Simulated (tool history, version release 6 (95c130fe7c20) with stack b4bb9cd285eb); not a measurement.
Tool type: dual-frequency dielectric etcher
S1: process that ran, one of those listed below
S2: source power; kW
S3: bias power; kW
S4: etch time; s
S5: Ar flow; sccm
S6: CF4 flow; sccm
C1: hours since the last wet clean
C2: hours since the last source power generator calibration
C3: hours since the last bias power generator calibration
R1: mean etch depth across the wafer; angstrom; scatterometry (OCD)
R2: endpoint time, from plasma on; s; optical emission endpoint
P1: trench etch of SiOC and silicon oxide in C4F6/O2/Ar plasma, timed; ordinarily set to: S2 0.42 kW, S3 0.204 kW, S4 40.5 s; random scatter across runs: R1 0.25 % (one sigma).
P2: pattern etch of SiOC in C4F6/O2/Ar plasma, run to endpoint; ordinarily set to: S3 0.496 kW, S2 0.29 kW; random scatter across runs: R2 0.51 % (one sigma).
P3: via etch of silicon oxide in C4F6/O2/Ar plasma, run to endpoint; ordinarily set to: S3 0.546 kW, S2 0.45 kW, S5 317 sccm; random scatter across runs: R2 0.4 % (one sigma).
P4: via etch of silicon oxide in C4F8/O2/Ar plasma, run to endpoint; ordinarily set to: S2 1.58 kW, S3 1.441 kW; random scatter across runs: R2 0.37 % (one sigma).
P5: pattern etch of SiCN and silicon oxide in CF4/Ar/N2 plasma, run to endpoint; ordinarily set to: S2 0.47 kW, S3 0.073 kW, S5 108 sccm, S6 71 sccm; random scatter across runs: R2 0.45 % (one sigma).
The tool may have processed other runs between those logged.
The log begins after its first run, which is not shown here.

| run | hour | S1 | S2 | S3 | S4 | S5 | S6 | C1 | C2 | C3 | R1 | R2 |
|---|---|---|---|---|---|---|---|---|---|---|---|---|
| 2 | 20.2 | P1 | 0.42 | 0.204 | 40.5 |  |  | 262 | 2111.8 | 690 | 846.63 |  |
| 3 | 29.8 | P1 | 0.42 | 0.204 | 40.5 |  |  | 271.6 | 2121.4 | 699.6 | 846.29 |  |
| 4 | 39.4 | P1 | 0.42 | 0.204 | 40.5 |  |  | 281.2 | 2131 | 709.2 | 841.88 |  |
| 5 | 50.5 | P2 | 0.29 | 0.496 |  |  |  | 292.3 | 2142.1 | 720.3 |  | 17.062 |
| 6 | 59 | P2 | 0.29 | 0.496 |  |  |  | 300.8 | 2150.6 | 728.8 |  | 17.166 |
| 7 | 72.6 | P5 | 0.47 | 0.073 |  | 108 | 93 | 314.4 | 2164.2 | 742.4 |  | 11.008 |
| 8 | 82.1 | P5 | 0.47 | 0.043 |  | 108 | 71 | 323.9 | 2173.7 | 751.9 |  | 13.551 |
| 9 | 88.6 | P4 | 1.58 | 1.441 |  |  |  | 330.4 | 2180.2 | 758.4 |  | 302.59 |
| 10 | 97.9 | P4 | 0.91 | 1.441 |  |  |  | 339.7 | 2189.5 | 767.7 |  | 376.48 |
| 11 | 109.7 | P2 | 0.17 | 0.496 |  |  |  | 351.5 | 2201.3 | 779.5 |  | 20.831 |
| 12 | 117.6 | P1 | 0.42 | 0.204 | 40.5 |  |  | 359.4 | 2209.2 | 787.4 | 842.02 |  |
| 13 | 131.6 | P5 | 0.47 | 0.073 |  | 78 | 71 | 373.4 | 2223.2 | 801.4 |  | 10.912 |
| 14 | 142.8 | P1 | 0.42 | 0.204 | 40.5 |  |  | 384.6 | 2234.4 | 812.6 | 843.72 |  |
| 15 | 154.8 | P1 | 0.42 | 0.277 | 40.5 |  |  | 396.6 | 2246.4 | 824.6 | 937.17 |  |
| 16 | 167.6 | P3 | 0.45 | 0.546 |  | 317 |  | 409.4 | 2259.2 | 837.4 |  | 40.003 |
| 17 | 176.4 | P1 | 0.42 | 0.204 | 50.5 |  |  | 418.2 | 2268 | 846.2 | 1055.6 |  |
| 18 | 187.5 | P3 | 0.45 | 0.396 |  | 317 |  | 429.3 | 2279.1 | 857.3 |  | 45.268 |
| 19 | 194.2 | P5 | 0.33 | 0.073 |  | 108 | 71 | 436 | 2285.8 | 864 |  | 15.534 |
| 20 | 203.1 | P3 | 0.45 | 0.546 |  | 317 |  | 444.9 | 2294.7 | 872.9 |  | 40.045 |
| 21 | 213.1 | P4 | 1.58 | 1.441 |  |  |  | 454.9 | 2304.7 | 882.9 |  | 300.42 |
| 22 | 220.5 | P2 | 0.29 | 0.697 |  |  |  | 462.3 | 2312.1 | 890.3 |  | 15.129 |
| 23 | 233.7 | P1 | 0.28 | 0.26 | 40.5 |  |  | 475.5 | 2325.3 | 903.5 | 783.52 |  |
| 24 | 242.8 | P3 | 0.45 | 0.546 |  | 411 |  | 484.6 | 2334.4 | 912.6 |  | 41.263 |
| 25 | 249.3 | P3 | 0.54 | 0.546 |  | 317 |  | 491.1 | 2340.9 | 919.1 |  | 37.566 |

What does the tool deliver on the next run?
| 26 | 261.5 | P1 | 0.28 | 0.204 | 59 |  |  | 503.3 | 2353.1 | 931.3 | ? |  |

Run 26 came out at R1 1052.7 angstrom.

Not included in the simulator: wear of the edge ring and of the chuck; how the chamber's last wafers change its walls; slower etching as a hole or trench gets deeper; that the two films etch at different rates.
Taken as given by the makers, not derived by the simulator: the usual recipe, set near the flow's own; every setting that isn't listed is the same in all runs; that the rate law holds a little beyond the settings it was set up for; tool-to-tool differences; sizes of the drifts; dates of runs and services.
